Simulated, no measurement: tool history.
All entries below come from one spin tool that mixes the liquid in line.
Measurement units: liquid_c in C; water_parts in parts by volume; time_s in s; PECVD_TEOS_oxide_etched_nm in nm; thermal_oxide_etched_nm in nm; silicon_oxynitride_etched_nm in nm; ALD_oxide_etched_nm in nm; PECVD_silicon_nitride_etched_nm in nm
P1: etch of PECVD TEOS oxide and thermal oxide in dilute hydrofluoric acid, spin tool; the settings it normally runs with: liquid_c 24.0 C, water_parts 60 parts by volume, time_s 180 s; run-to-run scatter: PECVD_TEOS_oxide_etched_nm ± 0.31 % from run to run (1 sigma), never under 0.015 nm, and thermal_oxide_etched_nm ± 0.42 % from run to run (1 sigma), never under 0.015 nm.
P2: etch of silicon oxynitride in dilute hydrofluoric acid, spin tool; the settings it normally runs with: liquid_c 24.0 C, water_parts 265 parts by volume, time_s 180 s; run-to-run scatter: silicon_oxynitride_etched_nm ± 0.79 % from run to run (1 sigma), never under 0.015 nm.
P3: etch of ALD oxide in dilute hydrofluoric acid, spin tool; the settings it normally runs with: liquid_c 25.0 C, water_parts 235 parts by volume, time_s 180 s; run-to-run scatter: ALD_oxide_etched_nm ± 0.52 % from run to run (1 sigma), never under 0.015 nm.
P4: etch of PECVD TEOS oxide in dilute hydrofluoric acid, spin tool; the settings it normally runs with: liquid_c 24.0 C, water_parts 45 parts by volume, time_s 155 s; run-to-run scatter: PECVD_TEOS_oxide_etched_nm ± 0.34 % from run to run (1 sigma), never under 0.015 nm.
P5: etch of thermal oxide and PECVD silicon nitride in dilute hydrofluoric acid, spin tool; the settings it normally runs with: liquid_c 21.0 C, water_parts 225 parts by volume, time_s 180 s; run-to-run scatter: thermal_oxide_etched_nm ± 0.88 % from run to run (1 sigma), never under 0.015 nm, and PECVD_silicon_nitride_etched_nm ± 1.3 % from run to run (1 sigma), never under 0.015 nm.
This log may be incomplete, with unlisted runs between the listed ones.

run   hour  process  liquid_c  water_parts  time_s  hours since the thermometer was replaced  hours since the hydrofluoric acid flow meter was replaced  PECVD_TEOS_oxide_etched_nm  thermal_oxide_etched_nm  silicon_oxynitride_etched_nm  ALD_oxide_etched_nm  PECVD_silicon_nitride_etched_nm
  1    4.2       P1      24.0           60     180                                    1020.4                                                      337.4                     28.8130                  15.1330
  2    9.4       P1      20.0           60     335                                    1025.6                                                      342.6                     45.3910                  23.7130
  3   13.7       P2      28.0          265     180                                    1029.9                                                      346.9                                                                             3.0861
  4   18.1       P3      21.0          235     180                                    1034.3                                                      351.3                                                                                                  10.566
  5   24.7       P2      24.0           95     180                                    1040.9                                                      357.9                                                                             8.2367
  6   27.9       P1      31.5           60      40                                    1044.1                                                      361.1                      8.6379                   4.4918
  7   31.9       P1      24.0           30     180                                    1048.1                                                      365.1                     60.1710                  31.4790
  8   36.9       P1      24.0           60     180                                    1053.1                                                      370.1                     28.7400                  15.0830
  9   43.3       P1      24.0           60     345                                    1059.5                                                      376.5                     55.5360                  28.8200
 10   48.5       P5      21.0          225     180                                    1064.7                                                      381.7                                               2.8760                                                                              1.9420
 11   53.5       P4      24.0           45     155                                    1069.7                                                      386.7                     31.7710
 12   59.4       P1      30.5           60     180                                    1075.6                                                      392.6                     37.4310                  19.3990
 13   64.6       P3      25.0          100     180                                    1080.8                                                      397.8                                                                                                  33.778
 14   67.8       P1      24.0           60      15                                    1084.0                                                      401.0                      2.4061                   1.2489
 15   73.4       P3      25.0          235      15                                    1089.6                                                      406.6                                                                                                   1.037
 16   77.6       P4      24.0           45     270                                    1093.8                                                      410.8                     55.0440
 17   81.8       P2      24.0          265     180                                    1098.0                                                      415.0                                                                             2.6139
 18   88.3       P1      24.0           60     180                                    1104.5                                                      421.5                     28.7310                  14.9930
 19   92.8       P1      24.0           60     180                                    1109.0                                                      426.0                     28.8840                  15.1910
 20   98.0       P4      24.0           70     155                                    1114.2                                                      431.2                     19.8000
 21  101.6       P1      24.0           85     180                                    1117.8                                                      434.8                     19.8120                  10.2690
 22  108.1       P3      25.0          235     180                                    1124.3                                                      441.3                                                                                                  12.266
 23  111.2       P1      24.0           60     180                                    1127.4                                                      444.4                     28.9130                  15.0490
 24  117.4       P5      21.0          225     355                                    1133.6                                                      450.6                                               5.8689                                                                              3.8644
 25  122.5       P4      28.0           45     155                                    1138.7                                                      455.7                     37.3270
 26  127.5       P2      24.0          265     270                                    1143.7                                                      460.7                                                                             3.9030
 27  131.0       P1      24.0           60     180                                    1147.2                                                      464.2                     28.9570                  15.0240
 28  136.0       P5      17.0          225     180                                    1152.2                                                      469.2                                               2.5010                                                                              1.4721
 29  141.5       P5      21.0          370     180                                    1157.7                                                      474.7                                               1.5760                                                                              1.1973
 30  144.5       P1      17.0          105     180                                    1160.7                                                      477.7                     11.7610                   6.1238
 31  147.3       P1      18.5           60     180                                    1163.5                                                      480.5                     23.0540                  12.0260
 32  152.2       P1      24.0           60     180                                    1168.4                                                      485.4                     28.9930                  15.0100
 33  158.6       P1      24.0           60     180                                    1174.8                                                      491.8                     28.0170                  14.6070
 34  161.9       P1      24.0           60     180                                    1178.1                                                      495.1                     27.6980                  14.4770
 35  168.1       P1      24.0           60     180                                    1184.3                                                      501.3                     27.0500                  14.2060
 36  174.6       P1      24.0           60     180                                    1190.8                                                      507.8                     26.8780                  13.9030
 37  180.8       P1      24.0           60     180                                    1197.0                                                      514.0                     26.5360                  13.9700
 38  186.5       P1      24.0           60     180                                    1202.7                                                      519.7                     26.4980                  13.8740
 39  192.1       P1      24.0           60     180                                    1208.3                                                      525.3                     26.2850                  13.7890
 40  197.8       P1      24.0           60     180                                    1214.0                                                      531.0                     26.3310                  13.6800
 41  203.7       P1      24.0           60     180                                    1219.9                                                      536.9                     26.2580                  13.7780
 42  208.0       P1      24.0           60     180                                    1224.2                                                      541.2                     26.2450                  13.6940
 43  213.8       P1      24.0           60     180                                    1230.0                                                      547.0                     26.1780                  13.6270

The log shows P1 creeping away from where it was. Any of the 2 causes listed here, at the size stated for it, fits the log just as well as the others:
A: liquid colder than its thermometer reads (K) = 2.33
B: hydrofluoric acid flow below the setpoint (%) = 8.47
The drift started at roughly hour 152.2.

The list below offers 4 check runs, each averaging the results of 3 wafers, and shows each result as a question mark. For which of them would the listed causes give clearly different results?
check 1  219.6       P2      24.0          155     180                                                                                                                                                                                       ?
check 2  219.6       P5      21.0          345     350                                                                                                                                                         ?                                                                                   ?
check 3  219.6       P4      24.0           70     225                                                                                                                                ?
check 4  219.6       P3      21.0          100     180                                                                                                                                                                                                            ?

What every check run would give for each of its results, assuming each possible cause in turn:
  check                           result     if A     if B
check 1     silicon_oxynitride_etched_nm   4.3236   4.3587
check 2          thermal_oxide_etched_nm   3.0555   2.9564
check 2  PECVD_silicon_nitride_etched_nm   2.1616   2.2960
check 3       PECVD_TEOS_oxide_etched_nm  26.0770  26.0370
check 4              ALD_oxide_etched_nm   26.105   26.024
Distance between the nearest two causes, measured in the result of the check that separates them most: check 1 0.81 %; check 2 6.03 %; check 3 0.15 %; check 4 0.31 %
Only in check 2 would the causes give clearly different results; in the remaining checks their results would be nearly the same.

Check 2 was then run and gave: thermal_oxide_etched_nm 3.0457 nm; PECVD_silicon_nitride_etched_nm 2.1456 nm. Which cause is it?

It was cause A: liquid colder than its thermometer reads (K).
